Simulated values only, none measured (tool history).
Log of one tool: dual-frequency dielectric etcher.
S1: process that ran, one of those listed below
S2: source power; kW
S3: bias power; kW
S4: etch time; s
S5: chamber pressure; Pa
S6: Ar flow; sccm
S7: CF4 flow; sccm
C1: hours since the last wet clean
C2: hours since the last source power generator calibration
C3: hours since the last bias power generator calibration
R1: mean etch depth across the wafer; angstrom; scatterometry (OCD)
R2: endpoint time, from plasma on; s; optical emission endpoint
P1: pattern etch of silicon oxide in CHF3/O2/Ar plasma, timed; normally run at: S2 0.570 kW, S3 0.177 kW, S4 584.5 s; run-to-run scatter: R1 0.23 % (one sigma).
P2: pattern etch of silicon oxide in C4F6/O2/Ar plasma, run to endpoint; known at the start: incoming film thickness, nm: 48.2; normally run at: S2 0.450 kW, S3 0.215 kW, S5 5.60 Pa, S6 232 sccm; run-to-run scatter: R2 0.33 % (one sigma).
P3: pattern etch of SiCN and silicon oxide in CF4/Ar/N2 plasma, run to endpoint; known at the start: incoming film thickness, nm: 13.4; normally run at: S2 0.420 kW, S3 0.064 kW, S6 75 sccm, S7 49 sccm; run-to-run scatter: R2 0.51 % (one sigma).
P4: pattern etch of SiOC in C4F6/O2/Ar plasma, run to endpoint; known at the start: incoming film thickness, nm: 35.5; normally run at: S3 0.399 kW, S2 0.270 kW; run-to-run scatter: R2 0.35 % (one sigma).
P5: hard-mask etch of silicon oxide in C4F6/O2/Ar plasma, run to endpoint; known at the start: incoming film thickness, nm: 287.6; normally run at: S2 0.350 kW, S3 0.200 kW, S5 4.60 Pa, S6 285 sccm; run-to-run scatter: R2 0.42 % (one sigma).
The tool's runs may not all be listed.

run   hour  S1     S2     S3     S4    S5   S6  S7     C1     C2      C3       R1       R2
  1   11.6  P1  0.570  0.177  584.5                 343.3  869.0  2206.4  10876.0
  2   22.4  P1  0.730  0.177  584.5                 354.1  879.8  2217.2  12040.0
  3   36.6  P4  0.270  0.399                        368.3  894.0  2231.4            14.734
  4   44.9  P1  0.420  0.177  584.5                 376.6  902.3  2239.7   9689.5
  5   60.4  P5  0.350  0.200         4.60  348      392.1  917.8  2255.2            97.891
  6   67.8  P1  0.570  0.177  584.5                 399.5  925.2  2262.6  10943.0
  7   77.3  P3  0.420  0.064                53  49  409.0  934.7  2272.1            16.725
  8   86.8  P4  0.270  0.289                        418.5  944.2  2281.6            16.420
  9  100.7  P1  0.570  0.177  438.0                 432.4  958.1  2295.5   8177.0
 10  112.0  P3  0.420  0.042                75  49  443.7  969.4  2306.8            20.055
     123.7  -- source power generator calibrated
 11  124.5  P2  0.450  0.215         5.60  147      456.2    0.8  2319.3            13.612
 12  134.4  P2  0.610  0.215         5.60  232      466.1   10.7  2329.2            12.677
 13  142.8  P3  0.420  0.064                75  49  474.5   19.1  2337.6            17.557
 14  157.2  P5  0.350  0.156         4.60  285      488.9   33.5  2352.0           103.110
 15  167.6  P1  0.570  0.177  584.5                 499.3   43.9  2362.4  10953.0
 16  179.7  P2  0.450  0.215         7.40  232      511.4   56.0  2374.5            14.731
 17  189.5  P5  0.350  0.200         6.00  285      521.2   65.8  2384.3            98.388
 18  198.6  P5  0.480  0.200         4.60  285      530.3   74.9  2393.4            84.595
 19  205.7  P1  0.570  0.177  584.5                 537.4   82.0  2400.5  10907.0
 20  219.6  P1  0.570  0.177  584.5                 551.3   95.9  2414.4  10962.0
 21  227.8  P1  0.570  0.110  584.5                 559.5  104.1  2422.6   9351.7
 22  236.2  P1  0.360  0.119  584.5                 567.9  112.5  2431.0   8036.2
 23  245.5  P3  0.260  0.064                75  49  577.2  121.8  2440.3            26.659
 24  259.0  P1  0.570  0.177  584.5                 590.7  135.3  2453.8  10949.0
 25  268.2  P1  0.570  0.177  792.5                 599.9  144.5  2463.0  14835.0
 26  281.3  P5  0.350  0.200         4.60  285      613.0  157.6  2476.1            95.897
 27  289.1  P1  0.570  0.177  584.5                 620.8  165.4  2483.9  10895.0
 28  298.4  P2  0.450  0.215         5.60  232      630.1  174.7  2493.2            14.136
 29  312.9  P3  0.420  0.064                75  49  644.6  189.2  2507.7            17.562
 30  319.9  P2  0.450  0.129         5.60  232      651.6  196.2  2514.7            16.654
 31  331.8  P4  0.350  0.399                        663.5  208.1  2526.6            13.363
 32  343.2  P1  0.770  0.177  444.5                 674.9  219.5  2538.0   9296.9
 33  356.1  P1  0.570  0.209  584.5                 687.8  232.4  2550.9  11489.0
 34  365.6  P5  0.350  0.200         4.60  285      697.3  241.9  2560.4            95.295
 35  377.5  P3  0.420  0.064                75  29  709.2  253.8  2572.3            19.184
 36  388.9  P1  0.570  0.177  584.5                 720.6  265.2  2583.7  10925.0
 37  398.0  P1  0.570  0.177  584.5                 729.7  274.3  2592.8  10893.0
 38  413.3  P1  0.570  0.177  584.5                 745.0  289.6  2608.1  10810.0

The next listed run, before its measurement:
 39  427.1  P1  0.570  0.177  584.5              758.8  303.4  2621.9   ?

Run 39 gave R1 10822.0 angstrom.
